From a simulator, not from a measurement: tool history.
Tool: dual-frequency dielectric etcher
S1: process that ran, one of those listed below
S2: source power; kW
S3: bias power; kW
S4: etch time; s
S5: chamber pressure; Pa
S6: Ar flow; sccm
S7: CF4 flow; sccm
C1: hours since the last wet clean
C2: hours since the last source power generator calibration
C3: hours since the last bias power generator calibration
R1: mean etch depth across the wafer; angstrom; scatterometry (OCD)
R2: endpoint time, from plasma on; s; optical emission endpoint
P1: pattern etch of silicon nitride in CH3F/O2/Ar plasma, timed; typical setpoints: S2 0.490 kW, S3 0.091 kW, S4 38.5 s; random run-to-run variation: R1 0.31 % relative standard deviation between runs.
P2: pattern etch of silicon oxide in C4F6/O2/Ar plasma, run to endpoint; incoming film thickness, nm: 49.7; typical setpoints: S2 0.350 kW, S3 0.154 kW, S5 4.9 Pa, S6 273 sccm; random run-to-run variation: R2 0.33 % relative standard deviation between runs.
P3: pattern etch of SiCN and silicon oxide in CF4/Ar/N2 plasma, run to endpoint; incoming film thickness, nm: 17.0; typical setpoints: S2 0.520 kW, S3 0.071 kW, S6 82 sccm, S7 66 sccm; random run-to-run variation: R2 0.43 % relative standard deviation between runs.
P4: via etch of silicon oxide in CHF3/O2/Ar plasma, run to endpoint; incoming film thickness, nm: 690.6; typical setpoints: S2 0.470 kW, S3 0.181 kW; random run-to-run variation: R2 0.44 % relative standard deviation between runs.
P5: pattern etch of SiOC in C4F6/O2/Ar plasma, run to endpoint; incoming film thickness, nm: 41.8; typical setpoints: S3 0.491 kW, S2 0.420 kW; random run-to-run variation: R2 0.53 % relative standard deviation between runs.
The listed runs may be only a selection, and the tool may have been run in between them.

run 1 hour=3.9 | S1=P1 S2=0.490 S3=0.091 S4=38.5 | C1=358.9 C2=842.2 C3=1146.6 | R1=314.35
run 2 hour=9.4 | S1=P1 S2=0.490 S3=0.091 S4=38.5 | C1=364.4 C2=847.7 C3=1152.1 | R1=315.50
run 3 hour=15.7 | S1=P1 S2=0.490 S3=0.091 S4=38.5 | C1=370.7 C2=854.0 C3=1158.4 | R1=314.47
run 4 hour=20.3 | S1=P1 S2=0.490 S3=0.091 S4=55.0 | C1=375.3 C2=858.6 C3=1163.0 | R1=450.37
run 5 hour=24.0 | S1=P2 S2=0.350 S3=0.154 S5=4.9 S6=273 | C1=379.0 C2=862.3 C3=1166.7 | R2=17.320
run 6 hour=27.4 | S1=P4 S2=0.470 S3=0.252 | C1=382.4 C2=865.7 C3=1170.1 | R2=339.850
run 7 hour=32.8 | S1=P4 S2=0.590 S3=0.181 | C1=387.8 C2=871.1 C3=1175.5 | R2=349.890
run 8 hour=37.2 | S1=P1 S2=0.490 S3=0.091 S4=38.5 | C1=392.2 C2=875.5 C3=1179.9 | R1=316.25
run 9 hour=42.2 | S1=P3 S2=0.520 S3=0.098 S6=82 S7=66 | C1=397.2 C2=880.5 C3=1184.9 | R2=15.394
run 10 hour=49.1 | S1=P1 S2=0.490 S3=0.125 S4=38.5 | C1=404.1 C2=887.4 C3=1191.8 | R1=354.38
run 11 hour=55.5 | S1=P1 S2=0.630 S3=0.091 S4=38.5 | C1=410.5 C2=893.8 C3=1198.2 | R1=346.82
run 12 hour=59.1 | S1=P3 S2=0.520 S3=0.071 S6=82 S7=66 | C1=414.1 C2=897.4 C3=1201.8 | R2=17.154
run 13 hour=62.8 | S1=P3 S2=0.650 S3=0.071 S6=82 S7=66 | C1=417.8 C2=901.1 C3=1205.5 | R2=13.981
run 14 hour=69.9 | S1=P3 S2=0.520 S3=0.071 S6=56 S7=66 | C1=424.9 C2=908.2 C3=1212.6 | R2=16.210
run 15 hour=73.9 | S1=P5 S2=0.290 S3=0.491 | C1=428.9 C2=912.2 C3=1216.6 | R2=15.512
run 16 hour=81.1 | S1=P1 S2=0.490 S3=0.091 S4=38.5 | C1=436.1 C2=919.4 C3=1223.8 | R1=315.70
run 17 hour=87.5 | S1=P3 S2=0.520 S3=0.071 S6=82 S7=87 | C1=442.5 C2=925.8 C3=1230.2 | R2=16.479
run 18 hour=91.0 | S1=P1 S2=0.490 S3=0.072 S4=38.5 | C1=446.0 C2=929.3 C3=1233.7 | R1=288.08
run 19 hour=95.4 | S1=P2 S2=0.350 S3=0.122 S5=4.9 S6=273 | C1=450.4 C2=933.7 C3=1238.1 | R2=18.595
run 20 hour=101.5 | S1=P1 S2=0.490 S3=0.091 S4=38.5 | C1=456.5 C2=939.8 C3=1244.2 | R1=314.40
run 21 hour=107.4 | S1=P4 S2=0.470 S3=0.181 | C1=462.4 C2=945.7 C3=1250.1 | R2=385.120
run 22 hour=112.6 | S1=P2 S2=0.230 S3=0.154 S5=4.9 S6=273 | C1=467.6 C2=950.9 C3=1255.3 | R2=20.484
run 23 hour=118.9 | S1=P1 S2=0.490 S3=0.091 S4=38.5 | C1=473.9 C2=957.2 C3=1261.6 | R1=314.25
run 24 hour=124.1 | S1=P2 S2=0.350 S3=0.154 S5=6.8 S6=273 | C1=479.1 C2=962.4 C3=1266.8 | R2=18.108
run 25 hour=130.5 | S1=P5 S2=0.420 S3=0.491 | C1=485.5 C2=968.8 C3=1273.2 | R2=13.519
run 26 hour=136.6 | S1=P2 S2=0.350 S3=0.154 S5=4.9 S6=201 | C1=491.6 C2=974.9 C3=1279.3 | R2=16.807
run 27 hour=140.7 | S1=P1 S2=0.290 S3=0.091 S4=38.5 | C1=495.7 C2=979.0 C3=1283.4 | R1=258.66
run 28 hour=145.1 | S1=P1 S2=0.610 S3=0.091 S4=22.0 | C1=500.1 C2=983.4 C3=1287.8 | R1=194.27
run 29 hour=149.9 | S1=P5 S2=0.420 S3=0.627 | C1=504.9 C2=988.2 C3=1292.6 | R2=12.309
run 30 hour=154.5 | S1=P2 S2=0.350 S3=0.154 S5=4.9 S6=273 | C1=509.5 C2=992.8 C3=1297.2 | R2=17.324
run 31 hour=161.7 | S1=P1 S2=0.490 S3=0.091 S4=22.0 | C1=516.7 C2=1000.0 C3=1304.4 | R1=179.92
run 32 hour=166.0 | S1=P1 S2=0.490 S3=0.091 S4=38.5 | C1=521.0 C2=1004.3 C3=1308.7 | R1=314.81
run 33 hour=173.6 | S1=P1 S2=0.490 S3=0.091 S4=38.5 | C1=528.6 C2=1011.9 C3=1316.3 | R1=311.91
run 34 hour=178.9 | S1=P1 S2=0.490 S3=0.091 S4=38.5 | C1=533.9 C2=1017.2 C3=1321.6 | R1=309.87
-- hour=184.9 wet clean of the chamber
run 35 hour=185.5 | S1=P1 S2=0.490 S3=0.091 S4=38.5 | C1=0.6 C2=1023.8 C3=1328.2 | R1=310.17
run 36 hour=191.9 | S1=P1 S2=0.490 S3=0.091 S4=38.5 | C1=7.0 C2=1030.2 C3=1334.6 | R1=309.75
run 37 hour=197.2 | S1=P1 S2=0.490 S3=0.091 S4=38.5 | C1=12.3 C2=1035.5 C3=1339.9 | R1=308.70
run 38 hour=201.4 | S1=P1 S2=0.490 S3=0.091 S4=38.5 | C1=16.5 C2=1039.7 C3=1344.1 | R1=309.14

What P1 gives has crept off from where it sat before. The 2 causes that follow fit the log equally well, each at the size noted:
A: bias power that arrives under what is set, % = 4.34
B: source power that arrives under what is set, % = 4.1
The process output started creeping at around hour 166.0.
What rules out each remaining cause:
chamber walls in a state that lowers the etch rate, %: serviced at hour 184.9, after the drift had started, without restoring the earlier output

The 4 check runs listed below each average the results of 2 wafers, and their outcomes are marked with question marks. Under which run would the listed causes produce clearly different results?
run check 1 hour=205.6 | S1=P4 S2=0.470 S3=0.181 | R2=?
run check 2 hour=205.6 | S1=P5 S2=0.420 S3=0.491 | R2=?
run check 3 hour=205.6 | S1=P3 S2=0.520 S3=0.071 S6=82 S7=66 | R2=?
run check 4 hour=205.6 | S1=P2 S2=0.350 S3=0.154 S5=4.9 S6=273 | R2=?

Expected result of each check under each candidate cause:
check=check_1 result=R2 if_A=387.770 if_B=388.080
check=check_2 result=R2 if_A=13.700 if_B=13.687
check=check_3 result=R2 if_A=17.340 if_B=17.739
check=check_4 result=R2 if_A=17.595 if_B=17.644
Separation of the two closest causes in each check, using whichever result separates them best: check 1 0.08 %; check 2 0.1 %; check 3 2.27 %; check 4 0.28 %
Check 3 distinguishes between the causes, while the remaining checks would return nearly the same result for all of them.

Running check 3 produced the following: R2 17.372 s. Which one of the listed causes fits?

The correct cause is A, namely: bias power that arrives under what is set, %.

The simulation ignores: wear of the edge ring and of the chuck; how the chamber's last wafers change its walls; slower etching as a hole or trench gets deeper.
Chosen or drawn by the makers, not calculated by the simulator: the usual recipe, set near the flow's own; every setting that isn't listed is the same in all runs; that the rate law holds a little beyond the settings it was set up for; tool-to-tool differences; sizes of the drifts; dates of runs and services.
